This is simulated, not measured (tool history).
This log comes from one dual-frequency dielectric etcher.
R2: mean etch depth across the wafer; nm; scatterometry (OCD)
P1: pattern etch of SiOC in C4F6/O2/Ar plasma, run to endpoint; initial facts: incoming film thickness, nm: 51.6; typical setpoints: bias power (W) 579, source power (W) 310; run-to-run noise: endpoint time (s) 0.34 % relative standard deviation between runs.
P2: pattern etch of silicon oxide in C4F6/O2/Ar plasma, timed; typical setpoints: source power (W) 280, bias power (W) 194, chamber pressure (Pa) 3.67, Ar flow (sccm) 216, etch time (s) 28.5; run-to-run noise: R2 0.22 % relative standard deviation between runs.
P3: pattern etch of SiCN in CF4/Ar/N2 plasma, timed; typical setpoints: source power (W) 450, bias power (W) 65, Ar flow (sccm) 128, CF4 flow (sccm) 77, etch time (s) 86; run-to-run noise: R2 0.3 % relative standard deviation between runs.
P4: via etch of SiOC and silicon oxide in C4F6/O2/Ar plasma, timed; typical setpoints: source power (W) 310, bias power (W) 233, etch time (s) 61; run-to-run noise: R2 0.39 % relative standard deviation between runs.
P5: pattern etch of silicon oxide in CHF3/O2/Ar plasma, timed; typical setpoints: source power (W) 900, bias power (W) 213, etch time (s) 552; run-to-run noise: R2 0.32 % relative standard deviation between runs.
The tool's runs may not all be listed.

run 1 hour=4.2 | process_that_ran=P1 bias_power_(W)=579 source_power_(W)=310 | endpoint_time_(s)=17.729
run 2 hour=7.3 | process_that_ran=P1 bias_power_(W)=579 source_power_(W)=310 | endpoint_time_(s)=17.701
run 3 hour=11.6 | process_that_ran=P3 bias_power_(W)=65 source_power_(W)=450 Ar_flow_(sccm)=128 CF4_flow_(sccm)=77 etch_time_(s)=86 | R2=70.919
run 4 hour=13.9 | process_that_ran=P3 bias_power_(W)=65 source_power_(W)=270 Ar_flow_(sccm)=128 CF4_flow_(sccm)=77 etch_time_(s)=86 | R2=45.665
run 5 hour=16.4 | process_that_ran=P2 bias_power_(W)=194 source_power_(W)=280 Ar_flow_(sccm)=134 etch_time_(s)=28.5 chamber_pressure_(Pa)=3.67 | R2=86.898
run 6 hour=20.4 | process_that_ran=P3 bias_power_(W)=89 source_power_(W)=450 Ar_flow_(sccm)=128 CF4_flow_(sccm)=77 etch_time_(s)=86 | R2=79.668
run 7 hour=23.5 | process_that_ran=P2 bias_power_(W)=194 source_power_(W)=280 Ar_flow_(sccm)=216 etch_time_(s)=28.5 chamber_pressure_(Pa)=3.67 | R2=82.271
run 8 hour=28.3 | process_that_ran=P1 bias_power_(W)=579 source_power_(W)=310 | endpoint_time_(s)=17.674
run 9 hour=30.7 | process_that_ran=P5 bias_power_(W)=213 source_power_(W)=1200 etch_time_(s)=552 | R2=1466.8
run 10 hour=35.9 | process_that_ran=P3 bias_power_(W)=65 source_power_(W)=450 Ar_flow_(sccm)=128 CF4_flow_(sccm)=77 etch_time_(s)=86 | R2=70.808
run 11 hour=39 | process_that_ran=P3 bias_power_(W)=65 source_power_(W)=450 Ar_flow_(sccm)=98 CF4_flow_(sccm)=77 etch_time_(s)=86 | R2=74.184
run 12 hour=43.3 | process_that_ran=P1 bias_power_(W)=378 source_power_(W)=410 | endpoint_time_(s)=18.74
run 13 hour=47.5 | process_that_ran=P4 bias_power_(W)=233 source_power_(W)=310 etch_time_(s)=90 | R2=97.844
run 14 hour=51.4 | process_that_ran=P3 bias_power_(W)=65 source_power_(W)=450 Ar_flow_(sccm)=128 CF4_flow_(sccm)=48 etch_time_(s)=86 | R2=65.876
run 15 hour=54 | process_that_ran=P1 bias_power_(W)=579 source_power_(W)=310 | endpoint_time_(s)=17.684
run 16 hour=58.8 | process_that_ran=P1 bias_power_(W)=703 source_power_(W)=420 | endpoint_time_(s)=14.65
run 17 hour=63.1 | process_that_ran=P1 bias_power_(W)=579 source_power_(W)=440 | endpoint_time_(s)=15.643
run 18 hour=67.7 | process_that_ran=P2 bias_power_(W)=194 source_power_(W)=360 Ar_flow_(sccm)=216 etch_time_(s)=28.5 chamber_pressure_(Pa)=3.67 | R2=90.913
run 19 hour=70.3 | process_that_ran=P5 bias_power_(W)=213 source_power_(W)=900 etch_time_(s)=552 | R2=1313.6
run 20 hour=75.4 | process_that_ran=P1 bias_power_(W)=579 source_power_(W)=250 | endpoint_time_(s)=19.11
run 21 hour=78.2 | process_that_ran=P2 bias_power_(W)=194 source_power_(W)=280 Ar_flow_(sccm)=216 etch_time_(s)=28.5 chamber_pressure_(Pa)=4.73 | R2=80.091
run 22 hour=83.1 | process_that_ran=P2 bias_power_(W)=115 source_power_(W)=280 Ar_flow_(sccm)=216 etch_time_(s)=28.5 chamber_pressure_(Pa)=3.67 | R2=70.297
run 23 hour=85.9 | process_that_ran=P4 bias_power_(W)=144 source_power_(W)=310 etch_time_(s)=61 | R2=56.727
run 24 hour=88.8 | process_that_ran=P2 bias_power_(W)=194 source_power_(W)=280 Ar_flow_(sccm)=216 etch_time_(s)=28.5 chamber_pressure_(Pa)=3.67 | R2=82.536
run 25 hour=92 | process_that_ran=P5 bias_power_(W)=154 source_power_(W)=900 etch_time_(s)=552 | R2=1184
run 26 hour=96.3 | process_that_ran=P5 bias_power_(W)=213 source_power_(W)=900 etch_time_(s)=321 | R2=764.83
run 27 hour=98.8 | process_that_ran=P1 bias_power_(W)=778 source_power_(W)=310 | endpoint_time_(s)=15.727
-- hour=100.1 source power generator calibrated
run 28 hour=102.5 | process_that_ran=P4 bias_power_(W)=233 source_power_(W)=310 etch_time_(s)=61 | R2=66.59
run 29 hour=106 | process_that_ran=P4 bias_power_(W)=233 source_power_(W)=230 etch_time_(s)=61 | R2=58.878
run 30 hour=109.9 | process_that_ran=P1 bias_power_(W)=802 source_power_(W)=360 | endpoint_time_(s)=14.912
run 31 hour=114.9 | process_that_ran=P1 bias_power_(W)=353 source_power_(W)=310 | endpoint_time_(s)=21.325
run 32 hour=119.8 | process_that_ran=P2 bias_power_(W)=194 source_power_(W)=280 Ar_flow_(sccm)=216 etch_time_(s)=36 chamber_pressure_(Pa)=3.67 | R2=104.08
run 33 hour=122.8 | process_that_ran=P3 bias_power_(W)=65 source_power_(W)=450 Ar_flow_(sccm)=128 CF4_flow_(sccm)=77 etch_time_(s)=111.5 | R2=92.029
run 34 hour=126.6 | process_that_ran=P1 bias_power_(W)=579 source_power_(W)=310 | endpoint_time_(s)=17.826
run 35 hour=129.2 | process_that_ran=P1 bias_power_(W)=579 source_power_(W)=310 | endpoint_time_(s)=17.571
run 36 hour=134.4 | process_that_ran=P1 bias_power_(W)=579 source_power_(W)=310 | endpoint_time_(s)=17.571
run 37 hour=139.1 | process_that_ran=P1 bias_power_(W)=579 source_power_(W)=310 | endpoint_time_(s)=17.479
run 38 hour=141.5 | process_that_ran=P1 bias_power_(W)=579 source_power_(W)=310 | endpoint_time_(s)=17.471
run 39 hour=144.6 | process_that_ran=P1 bias_power_(W)=579 source_power_(W)=310 | endpoint_time_(s)=17.496
-- hour=148.6 wet clean of the chamber
run 40 hour=148.8 | process_that_ran=P1 bias_power_(W)=579 source_power_(W)=310 | endpoint_time_(s)=17.35
run 41 hour=151.6 | process_that_ran=P1 bias_power_(W)=579 source_power_(W)=310 | endpoint_time_(s)=17.4
run 42 hour=154.3 | process_that_ran=P1 bias_power_(W)=579 source_power_(W)=310 | endpoint_time_(s)=17.368
run 43 hour=156.8 | process_that_ran=P1 bias_power_(W)=579 source_power_(W)=310 | endpoint_time_(s)=17.394
run 44 hour=160.4 | process_that_ran=P1 bias_power_(W)=579 source_power_(W)=310 | endpoint_time_(s)=17.502
run 45 hour=164.1 | process_that_ran=P1 bias_power_(W)=579 source_power_(W)=310 | endpoint_time_(s)=17.453

P1 has crept away from where it was. The log is fitted equally well by each of these 2 causes, at the sizes shown:
A: source power that arrives over what is set, % = 4.78
B: bias power that arrives over what is set, % = 4.51
The creep began at about hour 126.6.
The rest of the possible causes, and what rules out each one:
chamber walls in a state that raises the etch rate, %: serviced at hour 148.6, after the drift had started, without restoring the earlier output

Which of the 4 check runs listed below separates the causes, so that each cause would produce a clearly different result? Each run uses one wafer, and its results are marked with question marks.
run check 1 hour=167.8 | process_that_ran=P4 bias_power_(W)=233 source_power_(W)=310 etch_time_(s)=61 | R2=?
run check 2 hour=167.8 | process_that_ran=P5 bias_power_(W)=213 source_power_(W)=900 etch_time_(s)=552 | R2=?
run check 3 hour=167.8 | process_that_ran=P2 bias_power_(W)=194 source_power_(W)=280 Ar_flow_(sccm)=216 etch_time_(s)=28.5 chamber_pressure_(Pa)=3.67 | R2=?
run check 4 hour=167.8 | process_that_ran=P3 bias_power_(W)=65 source_power_(W)=450 Ar_flow_(sccm)=128 CF4_flow_(sccm)=77 etch_time_(s)=86 | R2=?

If the cause were each of the candidates in turn, the checks would give the following:
check=check_1 result=R2 if_A=67.437 if_B=67.269
check=check_2 result=R2 if_A=1338.9 if_B=1335.1
check=check_3 result=R2 if_A=83.985 if_B=83.7
check=check_4 result=R2 if_A=74.212 if_B=72.336
Smallest distance between any two causes, each pair judged by its most separating result, in per cent: check 1 0.25 %; check 2 0.29 %; check 3 0.34 %; check 4 2.56 %
Check 4 is the one run that separates the causes; every other check would come out nearly the same whichever cause is at work.

With check 4 done, the readings were: R2 72.574 nm. Identify which of the listed causes applies.

The cause is B: bias power that arrives over what is set, %.
